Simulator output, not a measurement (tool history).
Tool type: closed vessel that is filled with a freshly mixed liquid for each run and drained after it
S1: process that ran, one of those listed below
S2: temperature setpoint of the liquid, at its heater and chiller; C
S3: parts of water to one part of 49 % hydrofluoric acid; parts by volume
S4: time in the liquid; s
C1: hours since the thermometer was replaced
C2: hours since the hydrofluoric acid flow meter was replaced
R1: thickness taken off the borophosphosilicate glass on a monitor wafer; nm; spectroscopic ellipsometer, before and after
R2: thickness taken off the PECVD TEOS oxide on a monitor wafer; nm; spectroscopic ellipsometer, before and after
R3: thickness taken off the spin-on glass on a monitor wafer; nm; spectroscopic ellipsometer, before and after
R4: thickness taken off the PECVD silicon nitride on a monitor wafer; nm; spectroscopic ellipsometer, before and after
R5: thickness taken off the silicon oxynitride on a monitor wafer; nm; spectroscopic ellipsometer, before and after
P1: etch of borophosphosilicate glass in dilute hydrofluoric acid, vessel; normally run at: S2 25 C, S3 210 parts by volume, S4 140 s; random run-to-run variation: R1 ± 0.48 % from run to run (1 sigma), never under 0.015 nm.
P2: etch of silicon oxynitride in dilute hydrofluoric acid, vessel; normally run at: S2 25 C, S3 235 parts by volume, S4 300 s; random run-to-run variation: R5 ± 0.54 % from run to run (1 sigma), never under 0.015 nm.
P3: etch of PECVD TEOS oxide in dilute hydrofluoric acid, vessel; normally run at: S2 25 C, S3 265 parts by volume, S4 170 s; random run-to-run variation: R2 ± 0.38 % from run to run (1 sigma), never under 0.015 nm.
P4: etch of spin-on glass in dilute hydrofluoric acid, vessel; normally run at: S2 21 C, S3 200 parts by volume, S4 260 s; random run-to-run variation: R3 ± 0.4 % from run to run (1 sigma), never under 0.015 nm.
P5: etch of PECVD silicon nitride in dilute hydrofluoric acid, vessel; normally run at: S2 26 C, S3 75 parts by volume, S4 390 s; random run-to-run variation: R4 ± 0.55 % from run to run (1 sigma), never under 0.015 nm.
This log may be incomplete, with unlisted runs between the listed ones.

run 1 hour=4.6 | S1=P1 S2=25 S3=210 S4=140 | C1=242.4 C2=195.1 | R1=25.977
run 2 hour=10 | S1=P1 S2=25 S3=210 S4=140 | C1=247.8 C2=200.5 | R1=25.926
run 3 hour=17.4 | S1=P3 S2=25 S3=265 S4=170 | C1=255.2 C2=207.9 | R2=14.404
run 4 hour=24.2 | S1=P4 S2=21 S3=200 S4=260 | C1=262 C2=214.7 | R3=43.408
run 5 hour=28.9 | S1=P1 S2=25 S3=55 S4=140 | C1=266.7 C2=219.4 | R1=118.77
run 6 hour=36.1 | S1=P4 S2=21 S3=55 S4=260 | C1=273.9 C2=226.6 | R3=185.21
run 7 hour=40.6 | S1=P5 S2=30 S3=75 S4=390 | C1=278.4 C2=231.1 | R4=18.822
run 8 hour=46.6 | S1=P5 S2=26 S3=110 S4=390 | C1=284.4 C2=237.1 | R4=9.9159
run 9 hour=53.1 | S1=P1 S2=25 S3=210 S4=140 | C1=290.9 C2=243.6 | R1=25.763
run 10 hour=58.8 | S1=P3 S2=25 S3=140 S4=170 | C1=296.6 C2=249.3 | R2=31.38
run 11 hour=64.8 | S1=P2 S2=25 S3=235 S4=300 | C1=302.6 C2=255.3 | R5=5.8313
run 12 hour=71 | S1=P2 S2=25 S3=235 S4=160 | C1=308.8 C2=261.5 | R5=3.0375
run 13 hour=78.5 | S1=P5 S2=26 S3=75 S4=390 | C1=316.3 C2=269 | R4=14.503
run 14 hour=84 | S1=P5 S2=26 S3=75 S4=710 | C1=321.8 C2=274.5 | R4=26.392
run 15 hour=90.2 | S1=P2 S2=25 S3=130 S4=300 | C1=328 C2=280.7 | R5=11.301
run 16 hour=96.6 | S1=P4 S2=21 S3=200 S4=480 | C1=334.4 C2=287.1 | R3=79.467
run 17 hour=103.5 | S1=P1 S2=25 S3=210 S4=225 | C1=341.3 C2=294 | R1=41.755
-- hour=105.8 hydrofluoric acid flow meter replaced
run 18 hour=109.8 | S1=P1 S2=25 S3=210 S4=140 | C1=347.6 C2=4.1 | R1=25.803
run 19 hour=115.8 | S1=P3 S2=21.5 S3=265 S4=170 | C1=353.6 C2=10.1 | R2=12.752
run 20 hour=122.4 | S1=P1 S2=29.5 S3=210 S4=140 | C1=360.2 C2=16.7 | R1=30.14
run 21 hour=128.7 | S1=P1 S2=25 S3=210 S4=140 | C1=366.5 C2=23 | R1=25.954
run 22 hour=136.5 | S1=P3 S2=25 S3=265 S4=90 | C1=374.3 C2=30.8 | R2=7.6063
run 23 hour=140.7 | S1=P1 S2=25 S3=290 S4=140 | C1=378.5 C2=35 | R1=17.378
run 24 hour=144.5 | S1=P4 S2=29 S3=200 S4=260 | C1=382.3 C2=38.8 | R3=58.101
run 25 hour=149.9 | S1=P1 S2=18 S3=210 S4=140 | C1=387.7 C2=44.2 | R1=19.706
run 26 hour=153.5 | S1=P1 S2=25 S3=120 S4=255 | C1=391.3 C2=47.8 | R1=91.685
run 27 hour=158.9 | S1=P1 S2=25 S3=210 S4=140 | C1=396.7 C2=53.2 | R1=25.824
run 28 hour=165.2 | S1=P3 S2=25 S3=265 S4=170 | C1=403 C2=59.5 | R2=14.411
run 29 hour=171.9 | S1=P1 S2=25 S3=210 S4=30 | C1=409.7 C2=66.2 | R1=5.5232
run 30 hour=177.4 | S1=P2 S2=21 S3=235 S4=300 | C1=415.2 C2=71.7 | R5=4.823
run 31 hour=183.5 | S1=P1 S2=25 S3=210 S4=140 | C1=421.3 C2=77.8 | R1=25.759
run 32 hour=189.6 | S1=P1 S2=25 S3=210 S4=140 | C1=427.4 C2=83.9 | R1=26.455
run 33 hour=195.6 | S1=P1 S2=25 S3=210 S4=140 | C1=433.4 C2=89.9 | R1=26.636
run 34 hour=203.3 | S1=P1 S2=25 S3=210 S4=140 | C1=441.1 C2=97.6 | R1=26.888
run 35 hour=209.3 | S1=P1 S2=25 S3=210 S4=140 | C1=447.1 C2=103.6 | R1=27.107
run 36 hour=214.9 | S1=P1 S2=25 S3=210 S4=140 | C1=452.7 C2=109.2 | R1=27.214
run 37 hour=220.5 | S1=P1 S2=25 S3=210 S4=140 | C1=458.3 C2=114.8 | R1=27.253
run 38 hour=226.7 | S1=P1 S2=25 S3=210 S4=140 | C1=464.5 C2=121 | R1=27.418
run 39 hour=230.9 | S1=P1 S2=25 S3=210 S4=140 | C1=468.7 C2=125.2 | R1=27.312
run 40 hour=234.8 | S1=P1 S2=25 S3=210 S4=140 | C1=472.6 C2=129.1 | R1=27.374
run 41 hour=238.8 | S1=P1 S2=25 S3=210 S4=140 | C1=476.6 C2=133.1 | R1=27.199

The log shows P1 creeping away from where it was. Any of the 2 causes listed here, at the size stated for it, fits the log just as well as the others:
A: liquid hotter than its thermometer reads (K) = 1.52
B: hydrofluoric acid flow above the setpoint (%) = 4.55
The drift started at roughly hour 183.5.

4 check runs are offered, one wafer each, their results left as question marks. Which one tells the causes apart?
run check 1 hour=242.8 | S1=P3 S2=25 S3=265 S4=170 | R2=?
run check 2 hour=242.8 | S1=P2 S2=25 S3=235 S4=300 | R5=?
run check 3 hour=242.8 | S1=P4 S2=21 S3=200 S4=260 | R3=?
run check 4 hour=242.8 | S1=P5 S2=26 S3=75 S4=390 | R4=?

Outcome of each check run for each possible cause:
check=check_1 result=R2 if_A=15.153 if_B=15.207
check=check_2 result=R5 if_A=6.1365 if_B=6.0566
check=check_3 result=R3 if_A=45.76 if_B=45.563
check=check_4 result=R4 if_A=16.003 if_B=15.143
Gap, in per cent, between the two causes that each check separates least, read from the result that separates them most: check 1 0.36 %; check 2 1.31 %; check 3 0.43 %; check 4 5.52 %
Check 4 tells the causes apart: in the others they would give nearly the same result.

Running check 4 produced the following: R4 16.096 nm. Which one of the listed causes fits?

A is the cause: liquid hotter than its thermometer reads (K).

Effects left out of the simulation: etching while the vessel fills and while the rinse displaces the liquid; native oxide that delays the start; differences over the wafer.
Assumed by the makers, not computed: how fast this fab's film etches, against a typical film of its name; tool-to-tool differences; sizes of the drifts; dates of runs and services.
